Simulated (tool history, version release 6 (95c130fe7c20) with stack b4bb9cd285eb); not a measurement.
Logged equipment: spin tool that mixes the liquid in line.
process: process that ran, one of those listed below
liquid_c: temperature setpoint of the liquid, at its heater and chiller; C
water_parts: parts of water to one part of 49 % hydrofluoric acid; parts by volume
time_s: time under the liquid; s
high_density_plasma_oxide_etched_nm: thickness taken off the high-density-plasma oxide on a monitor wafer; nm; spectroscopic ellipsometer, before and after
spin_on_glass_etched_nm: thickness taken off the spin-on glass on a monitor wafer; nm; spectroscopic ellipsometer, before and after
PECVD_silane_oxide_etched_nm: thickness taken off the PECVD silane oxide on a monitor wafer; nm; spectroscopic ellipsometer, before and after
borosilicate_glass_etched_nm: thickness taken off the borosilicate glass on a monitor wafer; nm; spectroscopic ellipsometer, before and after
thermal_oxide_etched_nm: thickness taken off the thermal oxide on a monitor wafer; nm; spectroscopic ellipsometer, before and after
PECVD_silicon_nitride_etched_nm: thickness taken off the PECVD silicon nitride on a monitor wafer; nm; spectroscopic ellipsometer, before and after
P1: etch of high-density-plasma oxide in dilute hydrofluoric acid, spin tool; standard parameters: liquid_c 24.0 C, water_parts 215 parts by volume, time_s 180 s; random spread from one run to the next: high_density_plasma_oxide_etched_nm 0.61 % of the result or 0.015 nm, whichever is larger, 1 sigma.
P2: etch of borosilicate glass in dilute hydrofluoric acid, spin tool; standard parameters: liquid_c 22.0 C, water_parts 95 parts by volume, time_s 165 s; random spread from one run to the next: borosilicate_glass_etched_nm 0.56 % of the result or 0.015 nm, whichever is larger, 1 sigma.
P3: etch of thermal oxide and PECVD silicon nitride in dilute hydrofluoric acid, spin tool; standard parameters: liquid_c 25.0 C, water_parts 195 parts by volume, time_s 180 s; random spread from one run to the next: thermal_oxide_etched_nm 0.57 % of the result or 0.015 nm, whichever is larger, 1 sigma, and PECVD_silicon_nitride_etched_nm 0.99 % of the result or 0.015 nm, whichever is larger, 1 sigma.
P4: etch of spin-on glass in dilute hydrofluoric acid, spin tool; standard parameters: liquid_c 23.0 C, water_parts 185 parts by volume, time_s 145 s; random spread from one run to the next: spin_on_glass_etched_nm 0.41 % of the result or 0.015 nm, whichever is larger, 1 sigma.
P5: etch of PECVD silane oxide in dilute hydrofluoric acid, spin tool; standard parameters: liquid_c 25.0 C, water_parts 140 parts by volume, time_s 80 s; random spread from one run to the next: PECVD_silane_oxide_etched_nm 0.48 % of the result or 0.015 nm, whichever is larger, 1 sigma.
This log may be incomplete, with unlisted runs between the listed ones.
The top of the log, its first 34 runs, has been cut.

run	hour	process	liquid_c	water_parts	time_s	high_density_plasma_oxide_etched_nm	spin_on_glass_etched_nm	PECVD_silane_oxide_etched_nm	borosilicate_glass_etched_nm	thermal_oxide_etched_nm	PECVD_silicon_nitride_etched_nm
35	502.9	P4	23.0	185	220		65.200				
36	515.4	P1	24.0	215	180	3.8123					
37	532.2	P1	24.0	215	180	3.9111					
38	546.2	P1	24.0	215	180	3.8782					
39	559.4	P1	24.0	215	180	3.9491					
40	572.5	P1	24.0	215	180	3.9677					
41	582.3	P1	24.0	215	180	3.9889					
42	593.6	P1	24.0	215	180	3.9608					
43	609.1	P1	24.0	215	180	4.0055					

The next listed run, before its measurement:
44	624.8	P1	24.0	215	180	?					

Run 44 measured high_density_plasma_oxide_etched_nm 3.9781 nm.
